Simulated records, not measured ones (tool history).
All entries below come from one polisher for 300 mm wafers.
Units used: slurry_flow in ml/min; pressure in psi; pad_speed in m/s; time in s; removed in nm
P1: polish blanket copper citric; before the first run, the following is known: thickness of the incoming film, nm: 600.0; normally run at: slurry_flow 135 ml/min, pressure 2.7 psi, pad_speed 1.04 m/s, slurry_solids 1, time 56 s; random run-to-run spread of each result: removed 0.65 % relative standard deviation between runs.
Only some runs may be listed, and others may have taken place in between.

| run | hour | slurry_flow | pressure | pad_speed | slurry_solids | time | removed |
|---|---|---|---|---|---|---|---|
| 1 | 5.4 | 135 | 2.7 | 1.04 | 1 | 56 | 97.202 |
| 2 | 8.9 | 135 | 2.7 | 1.58 | 1 | 56 | 146.8 |
| 3 | 15.9 | 135 | 3.4 | 1.58 | 1 | 56 | 184.56 |
| 4 | 20.8 | 135 | 2.7 | 1.04 | 1 | 56 | 97.558 |
| 5 | 26.2 | 135 | 2.7 | 0.5 | 1 | 56 | 48.551 |
| 6 | 30.2 | 135 | 4 | 1.04 | 1 | 56 | 142.82 |
| 7 | 35.6 | 135 | 1.5 | 1.04 | 1 | 56 | 54.41 |
| 8 | 41.9 | 80 | 2.7 | 1.04 | 1 | 56 | 85.545 |
| 9 | 46.5 | 135 | 2.7 | 1.04 | 1.45 | 56 | 105.6 |
| 10 | 50.8 | 135 | 2.7 | 1.04 | 1 | 56 | 96.75 |
| 11 | 58.3 | 170 | 2.7 | 1.04 | 1 | 56 | 100.65 |
| 12 | 63.2 | 135 | 2.7 | 1.04 | 1 | 56 | 95.96 |
| 13 | 66.8 | 135 | 2.7 | 1.04 | 1 | 76 | 131.94 |
| 14 | 70.7 | 135 | 2.7 | 1.04 | 1 | 56 | 95.845 |
| 15 | 74.2 | 200 | 2.7 | 1.04 | 1.25 | 56 | 107.42 |
| 16 | 78.1 | 135 | 2.7 | 1.04 | 1 | 56 | 97.421 |
| 17 | 84.2 | 135 | 2.7 | 1.04 | 1 | 56 | 96.542 |
| 18 | 91.4 | 135 | 2.7 | 1.04 | 1 | 42 | 72.905 |
|  | 92.6 | head pressure recalibrated |
| 19 | 98.6 | 135 | 2.7 | 1.04 | 0.7 | 56 | 90.533 |
| 20 | 104 | 135 | 2.7 | 1.04 | 1 | 56 | 96.553 |
| 21 | 111.1 | 135 | 2.7 | 1.04 | 1 | 56 | 94.84 |
| 22 | 117.8 | 135 | 2.7 | 1.04 | 1 | 56 | 93.272 |
| 23 | 123.1 | 135 | 2.7 | 1.04 | 1 | 56 | 91.913 |
| 24 | 126.6 | 135 | 2.7 | 1.04 | 1 | 56 | 92.867 |
| 25 | 131.5 | 135 | 2.7 | 1.04 | 1 | 56 | 91.557 |

For run 26, what comes out?
|  | 134.6 | slurry blender recalibrated |
| 26 | 136.5 | 135 | 2.7 | 1.04 | 1 | 56 | ? |

removed: 90.706 nm
